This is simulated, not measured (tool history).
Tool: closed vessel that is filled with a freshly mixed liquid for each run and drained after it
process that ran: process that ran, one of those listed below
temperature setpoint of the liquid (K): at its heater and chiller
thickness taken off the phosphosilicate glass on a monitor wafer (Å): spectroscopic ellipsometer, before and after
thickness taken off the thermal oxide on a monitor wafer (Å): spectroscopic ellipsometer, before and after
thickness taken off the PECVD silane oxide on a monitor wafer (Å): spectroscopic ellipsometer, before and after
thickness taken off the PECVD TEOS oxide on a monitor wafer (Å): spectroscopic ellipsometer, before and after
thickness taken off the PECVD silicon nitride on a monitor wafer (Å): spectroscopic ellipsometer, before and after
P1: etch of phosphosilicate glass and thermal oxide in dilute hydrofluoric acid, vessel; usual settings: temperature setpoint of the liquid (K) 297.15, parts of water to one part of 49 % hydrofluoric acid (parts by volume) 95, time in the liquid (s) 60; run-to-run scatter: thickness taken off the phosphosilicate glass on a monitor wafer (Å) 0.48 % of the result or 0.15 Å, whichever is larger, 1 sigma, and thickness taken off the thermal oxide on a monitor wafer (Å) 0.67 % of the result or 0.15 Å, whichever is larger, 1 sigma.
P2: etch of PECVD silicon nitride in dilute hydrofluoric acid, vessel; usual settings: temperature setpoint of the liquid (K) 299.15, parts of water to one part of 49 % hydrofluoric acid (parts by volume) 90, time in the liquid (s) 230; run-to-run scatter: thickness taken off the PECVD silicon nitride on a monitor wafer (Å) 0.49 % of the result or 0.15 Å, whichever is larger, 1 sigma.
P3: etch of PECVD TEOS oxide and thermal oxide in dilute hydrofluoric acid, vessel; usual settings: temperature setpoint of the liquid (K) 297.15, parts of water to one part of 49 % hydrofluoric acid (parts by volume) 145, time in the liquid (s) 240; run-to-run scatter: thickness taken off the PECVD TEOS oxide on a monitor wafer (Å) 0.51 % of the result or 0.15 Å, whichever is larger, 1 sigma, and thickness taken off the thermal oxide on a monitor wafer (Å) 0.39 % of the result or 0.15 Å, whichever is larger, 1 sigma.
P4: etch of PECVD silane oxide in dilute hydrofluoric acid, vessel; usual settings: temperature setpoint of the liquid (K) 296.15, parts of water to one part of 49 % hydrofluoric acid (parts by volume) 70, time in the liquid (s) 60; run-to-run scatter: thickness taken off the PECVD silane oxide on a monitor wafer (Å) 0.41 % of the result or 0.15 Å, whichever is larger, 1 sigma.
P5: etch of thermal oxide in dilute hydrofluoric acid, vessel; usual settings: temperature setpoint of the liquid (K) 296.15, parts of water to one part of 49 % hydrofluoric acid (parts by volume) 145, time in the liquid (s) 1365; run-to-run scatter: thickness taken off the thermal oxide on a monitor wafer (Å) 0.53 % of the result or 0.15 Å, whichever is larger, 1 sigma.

run,hour,process that ran,temperature setpoint of the liquid (K),parts of water to one part of 49 % hydrofluoric acid (parts by volume),time in the liquid (s),thickness taken off the phosphosilicate glass on a monitor wafer (Å),thickness taken off the thermal oxide on a monitor wafer (Å),thickness taken off the PECVD silane oxide on a monitor wafer (Å),thickness taken off the PECVD TEOS oxide on a monitor wafer (Å),thickness taken off the PECVD silicon nitride on a monitor wafer (Å)
1,6.3,P1,297.15,95,60,574.03,30.0950,,,
2,19.2,P5,296.15,245,1365,,229.2600,,,
3,29.2,P4,296.15,70,60,,,170.460,,
4,35.3,P3,297.15,245,240,,37.4690,,131.020,
5,43.2,P1,304.15,60,60,1257.80,65.2540,,,
6,54.6,P1,304.15,95,60,752.61,38.9200,,,
7,66.1,P1,291.15,95,60,450.73,23.2430,,,
8,75.7,P3,293.15,145,240,,60.6930,,213.200,
9,85.5,P4,296.15,70,30,,,85.525,,
10,91.6,P4,303.15,70,60,,,224.600,,
11,99.6,P1,297.15,95,85,813.52,42.1320,,,
12,111.7,P3,297.15,145,30,,9.1015,,31.096,
13,121.0,P2,299.15,90,230,,,,,157.67
14,129.9,P1,297.15,95,60,571.21,29.5850,,,
15,138.0,P1,297.15,95,60,579.20,29.9890,,,
16,145.3,P5,302.65,145,1365,,561.2100,,,
17,156.2,P3,297.15,145,240,,71.1620,,250.050,
18,167.7,P3,297.15,145,240,,71.0670,,248.400,
19,173.6,P4,296.15,20,60,,,635.400,,
20,186.3,P1,297.15,95,30,287.06,15.0880,,,
21,198.9,P1,297.15,25,60,2385.90,124.1100,,,
22,211.5,P2,299.15,90,230,,,,,158.66
23,217.7,P5,296.15,145,1365,,433.5000,,,
24,230.5,P1,297.15,95,60,573.48,29.2170,,,
25,239.7,P2,306.65,90,230,,,,,254.88
26,248.1,P2,299.15,90,365,,,,,250.01
27,258.8,P1,297.15,95,60,575.95,29.7370,,,
28,268.3,P5,296.15,145,2565,,814.7700,,,
29,280.2,P1,297.15,95,60,576.08,29.9290,,,
30,289.9,P2,299.15,40,230,,,,,356.10
31,296.3,P1,297.15,65,90,1319.90,67.5940,,,
32,307.7,P1,297.15,135,60,382.95,19.5540,,,
33,315.5,P1,297.15,95,60,572.22,29.2550,,,
34,322.6,P1,297.15,95,60,552.90,28.3670,,,
35,333.1,P1,297.15,95,60,531.14,27.4590,,,
36,339.6,P1,297.15,95,60,527.34,27.0040,,,
37,348.4,P1,297.15,95,60,527.23,27.3500,,,
38,361.4,P1,297.15,95,60,520.52,27.2900,,,
39,369.8,P1,297.15,95,60,518.61,27.0990,,,

What P1 gives has crept away from where it was. These 2 causes fit the log equally well, each at the size given:
A: liquid colder than its thermometer reads (K) = 2.4
B: hydrofluoric acid flow below the setpoint (%) = 8.24
The creep began at about hour 315.5.

4 check runs are offered, one wafer each, their results left as question marks. Which one tells the causes apart?
check 1,378.2,P2,299.15,90,230,,,,,?
check 2,378.2,P4,296.15,70,60,,,?,,
check 3,378.2,P3,297.15,145,240,,?,,?,
check 4,378.2,P5,296.15,145,1365,,?,,,

What each check would give under each cause:
check,result,if A,if B
check 1,thickness taken off the PECVD silicon nitride on a monitor wafer (Å),135.73,145.95
check 2,thickness taken off the PECVD silane oxide on a monitor wafer (Å),154.330,155.120
check 3,thickness taken off the thermal oxide on a monitor wafer (Å),64.8140,64.3190
check 3,thickness taken off the PECVD TEOS oxide on a monitor wafer (Å),226.470,224.740
check 4,thickness taken off the thermal oxide on a monitor wafer (Å),395.4700,392.9500
How far apart the two closest causes lie, in the result that separates them most: check 1 7.25 %; check 2 0.51 %; check 3 0.77 %; check 4 0.64 %
Check 1 tells the causes apart: in the others they would give nearly the same result.

Then check 1 was run and gave: thickness taken off the PECVD silicon nitride on a monitor wafer (Å) 145.68. Which cause is it?

It is B: hydrofluoric acid flow below the setpoint (%).

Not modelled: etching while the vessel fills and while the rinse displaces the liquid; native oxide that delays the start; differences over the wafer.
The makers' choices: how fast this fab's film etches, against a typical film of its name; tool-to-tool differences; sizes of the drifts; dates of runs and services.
